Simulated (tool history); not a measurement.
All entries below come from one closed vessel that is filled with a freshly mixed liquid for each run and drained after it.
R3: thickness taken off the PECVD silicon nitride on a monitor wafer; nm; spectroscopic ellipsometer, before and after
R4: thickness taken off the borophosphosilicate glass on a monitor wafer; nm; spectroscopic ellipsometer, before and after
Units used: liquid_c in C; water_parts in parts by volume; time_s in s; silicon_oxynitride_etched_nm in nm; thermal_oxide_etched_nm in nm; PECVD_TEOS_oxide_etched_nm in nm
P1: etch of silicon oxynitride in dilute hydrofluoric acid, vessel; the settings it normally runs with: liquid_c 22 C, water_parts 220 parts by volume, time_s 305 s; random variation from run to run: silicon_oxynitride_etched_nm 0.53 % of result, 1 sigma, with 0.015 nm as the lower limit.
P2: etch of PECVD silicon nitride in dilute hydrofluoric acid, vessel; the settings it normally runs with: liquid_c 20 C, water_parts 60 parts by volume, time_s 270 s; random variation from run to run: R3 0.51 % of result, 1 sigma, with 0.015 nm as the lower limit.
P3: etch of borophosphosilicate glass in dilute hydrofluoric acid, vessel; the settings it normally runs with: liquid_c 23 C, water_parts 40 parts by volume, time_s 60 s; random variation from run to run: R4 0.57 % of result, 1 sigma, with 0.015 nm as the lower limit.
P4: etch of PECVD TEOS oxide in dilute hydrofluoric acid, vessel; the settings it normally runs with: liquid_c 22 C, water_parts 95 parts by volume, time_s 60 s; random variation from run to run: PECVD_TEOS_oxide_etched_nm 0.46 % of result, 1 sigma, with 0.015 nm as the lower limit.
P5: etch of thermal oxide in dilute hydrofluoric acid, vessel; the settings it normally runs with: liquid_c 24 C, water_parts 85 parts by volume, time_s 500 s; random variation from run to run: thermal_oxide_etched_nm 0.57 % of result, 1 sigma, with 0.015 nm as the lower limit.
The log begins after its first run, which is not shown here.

Run 2, day 0.979: process P5, liquid_c 24 C, water_parts 85 parts by volume, time_s 500 s. Result: thermal_oxide_etched_nm 28.587 nm.
Run 3, day 1.362: process P2, liquid_c 20 C, water_parts 60 parts by volume, time_s 270 s. Result: R3 15.5020 nm.
Run 4, day 2.046: process P1, liquid_c 22 C, water_parts 220 parts by volume, time_s 305 s. Result: silicon_oxynitride_etched_nm 4.18650 nm.
Run 5, day 2.496: process P3, liquid_c 23 C, water_parts 40 parts by volume, time_s 60 s. Result: R4 81.315 nm.
Run 6, day 3.079: process P4, liquid_c 22 C, water_parts 95 parts by volume, time_s 60 s. Result: PECVD_TEOS_oxide_etched_nm 14.032 nm.
Run 7, day 3.575: process P5, liquid_c 20 C, water_parts 85 parts by volume, time_s 500 s. Result: thermal_oxide_etched_nm 24.622 nm.
Run 8, day 4.092: process P1, liquid_c 22 C, water_parts 80 parts by volume, time_s 305 s. Result: silicon_oxynitride_etched_nm 12.83500 nm.
Run 9, day 4.829: process P4, liquid_c 22 C, water_parts 95 parts by volume, time_s 110 s. Result: PECVD_TEOS_oxide_etched_nm 25.609 nm.
Run 10, day 5.333: process P5, liquid_c 24 C, water_parts 55 parts by volume, time_s 500 s. Result: thermal_oxide_etched_nm 46.233 nm.
Run 11, day 6.096: process P1, liquid_c 29 C, water_parts 220 parts by volume, time_s 305 s. Result: silicon_oxynitride_etched_nm 5.67530 nm.
Run 12, day 6.658: process P1, liquid_c 22 C, water_parts 350 parts by volume, time_s 305 s. Result: silicon_oxynitride_etched_nm 2.44560 nm.
Run 13, day 7.050: process P2, liquid_c 28 C, water_parts 60 parts by volume, time_s 270 s. Result: R3 26.5090 nm.
Run 14, day 7.638: process P3, liquid_c 23 C, water_parts 40 parts by volume, time_s 90 s. Result: R4 121.170 nm.
Run 15, day 8.371: process P5, liquid_c 24 C, water_parts 85 parts by volume, time_s 500 s. Result: thermal_oxide_etched_nm 28.645 nm.
Run 16, day 9.062: process P1, liquid_c 22 C, water_parts 220 parts by volume, time_s 305 s. Result: silicon_oxynitride_etched_nm 4.23770 nm.
Run 17, day 9.425: process P4, liquid_c 22 C, water_parts 30 parts by volume, time_s 60 s. Result: PECVD_TEOS_oxide_etched_nm 47.628 nm.
Run 18, day 10.154: process P5, liquid_c 24 C, water_parts 85 parts by volume, time_s 840 s. Result: thermal_oxide_etched_nm 48.567 nm.
Run 19, day 10.712: process P1, liquid_c 17 C, water_parts 220 parts by volume, time_s 305 s. Result: silicon_oxynitride_etched_nm 3.30970 nm.
Run 20, day 11.133: process P2, liquid_c 20 C, water_parts 60 parts by volume, time_s 40 s. Result: R3 2.3147 nm.
Run 21, day 11.692: process P1, liquid_c 22 C, water_parts 375 parts by volume, time_s 425 s. Result: silicon_oxynitride_etched_nm 3.07390 nm.
Run 22, day 12.396: process P3, liquid_c 23 C, water_parts 40 parts by volume, time_s 60 s. Result: R4 81.680 nm.
Run 23, day 13.088: process P3, liquid_c 23 C, water_parts 65 parts by volume, time_s 60 s. Result: R4 48.324 nm.
Run 24, day 13.679: process P2, liquid_c 20 C, water_parts 60 parts by volume, time_s 270 s. Result: R3 15.6280 nm.

Predict the results of run 25:
Run 25, day 14.121: process P1, liquid_c 22 C, water_parts 220 parts by volume, time_s 55 s. Result: silicon_oxynitride_etched_nm ?.

silicon_oxynitride_etched_nm: 0.76199 nm
